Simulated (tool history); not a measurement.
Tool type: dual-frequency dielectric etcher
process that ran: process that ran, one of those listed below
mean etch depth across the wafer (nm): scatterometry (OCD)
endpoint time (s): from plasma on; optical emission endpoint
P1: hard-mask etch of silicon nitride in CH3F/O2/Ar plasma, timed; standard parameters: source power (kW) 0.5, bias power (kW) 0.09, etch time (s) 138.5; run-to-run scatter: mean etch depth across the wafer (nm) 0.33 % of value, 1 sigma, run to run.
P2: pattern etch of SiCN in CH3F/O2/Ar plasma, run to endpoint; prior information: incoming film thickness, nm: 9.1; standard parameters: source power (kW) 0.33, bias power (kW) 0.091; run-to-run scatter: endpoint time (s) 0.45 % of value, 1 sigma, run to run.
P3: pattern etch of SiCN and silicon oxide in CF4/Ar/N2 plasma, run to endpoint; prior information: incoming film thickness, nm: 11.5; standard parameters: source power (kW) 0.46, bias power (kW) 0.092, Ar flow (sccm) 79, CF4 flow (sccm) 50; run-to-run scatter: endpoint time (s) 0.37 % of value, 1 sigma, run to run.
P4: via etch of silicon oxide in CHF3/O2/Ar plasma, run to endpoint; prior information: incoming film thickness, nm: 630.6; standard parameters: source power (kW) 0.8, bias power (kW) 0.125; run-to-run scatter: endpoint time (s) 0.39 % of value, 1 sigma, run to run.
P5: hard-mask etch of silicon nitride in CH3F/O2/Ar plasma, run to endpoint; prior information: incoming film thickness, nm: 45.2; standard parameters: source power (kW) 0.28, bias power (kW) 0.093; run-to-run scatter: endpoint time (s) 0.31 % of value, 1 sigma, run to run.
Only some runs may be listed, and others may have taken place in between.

run,hour,process that ran,source power (kW),bias power (kW),etch time (s),Ar flow (sccm),CF4 flow (sccm),mean etch depth across the wafer (nm),endpoint time (s)
1,2.3,P1,0.5,0.09,138.5,,,114.5,
2,5.4,P1,0.5,0.107,138.5,,,121.48,
3,8.8,P3,0.46,0.07,,79,50,,13.182
4,12.5,P2,0.33,0.091,,,,,24.06
5,15,P3,0.46,0.092,,79,50,,11.936
6,17.3,P4,0.8,0.093,,,,,343.18
7,20.7,P4,0.56,0.125,,,,,364.43
8,23,P2,0.33,0.115,,,,,21.889
9,27.2,P3,0.66,0.092,,79,50,,8.7779
10,29.9,P1,0.5,0.09,199.5,,,165.75,
11,33.2,P2,0.22,0.091,,,,,27.913
12,35.8,P1,0.5,0.09,138.5,,,114.33,
13,38.1,P3,0.46,0.092,,50,50,,11.29
14,40.1,P1,0.65,0.09,180.5,,,164.6,
15,43.9,P3,0.46,0.092,,79,50,,11.99
# hour 44.7: wet clean of the chamber
16,45.7,P5,0.19,0.093,,,,,77.491
17,49.9,P5,0.28,0.093,,,,,66.936
18,52.2,P1,0.61,0.09,138.5,,,123.63,
19,55.8,P1,0.5,0.09,138.5,,,115.4,
20,59.8,P1,0.5,0.09,138.5,,,114.79,
21,62.2,P3,0.46,0.092,,79,69,,11.443
22,65.3,P1,0.5,0.09,138.5,,,114.33,
23,68.1,P1,0.5,0.09,107,,,88.171,
24,72,P5,0.28,0.068,,,,,75.008
25,75.1,P2,0.33,0.091,,,,,23.966
26,78.4,P1,0.32,0.09,94,,,65.815,
27,82.2,P4,0.8,0.125,,,,,316.29
28,86.3,P1,0.33,0.09,138.5,,,97.86,
29,90.2,P1,0.5,0.059,138.5,,,99.297,
30,93.4,P5,0.28,0.093,,,,,67.332
31,95.7,P1,0.5,0.09,138.5,,,114.92,
32,98.1,P1,0.5,0.09,138.5,,,114.09,
33,100.5,P1,0.5,0.09,138.5,,,112.71,
34,104.7,P1,0.5,0.09,138.5,,,112.69,
# hour 104.8: wet clean of the chamber
35,107,P1,0.5,0.09,138.5,,,112.83,
36,110.2,P1,0.5,0.09,138.5,,,113.11,
37,112.7,P1,0.5,0.09,138.5,,,112.59,

Something has made what P1 gives creep away from where it was; the 2 causes below, each at its own stated size, fit the log equally well:
A: source power that arrives under what is set, % = 4.35
B: bias power that arrives under what is set, % = 4.62
The onset of the drift is placed at about hour 95.7.
Excluded causes, each with its reason:
chamber walls in a state that lowers the etch rate, %: work on it at hour 104.8, done after the drift set in, did not restore what the process gave before

Of the 4 check runs below, each run on 2 wafers with the results averaged and each result still a question mark, which one would tell the listed causes apart?
check 1,115.2,P2,0.26,0.111,,,,,?
check 2,115.2,P3,0.46,0.092,,55,62,,?
check 3,115.2,P5,0.23,0.093,,,,,?
check 4,115.2,P4,0.8,0.107,,,,,?

What each check would give under each cause:
check,result,if A,if B
check 1,endpoint time (s),24.611,24.67
check 2,endpoint time (s),11.545,11.275
check 3,endpoint time (s),73.191,73.282
check 4,endpoint time (s),337.61,336.25
Per-check spread between the two closest causes, in the result where they differ most: check 1 0.24 %; check 2 2.36 %; check 3 0.12 %; check 4 0.4 %
The causes can be told apart only by check 2. The other checks would give nearly the same results under each of them.

After running check 2, the following was obtained: endpoint time (s) 11.506. Which cause does this point to?

The cause is A: source power that arrives under what is set, %.
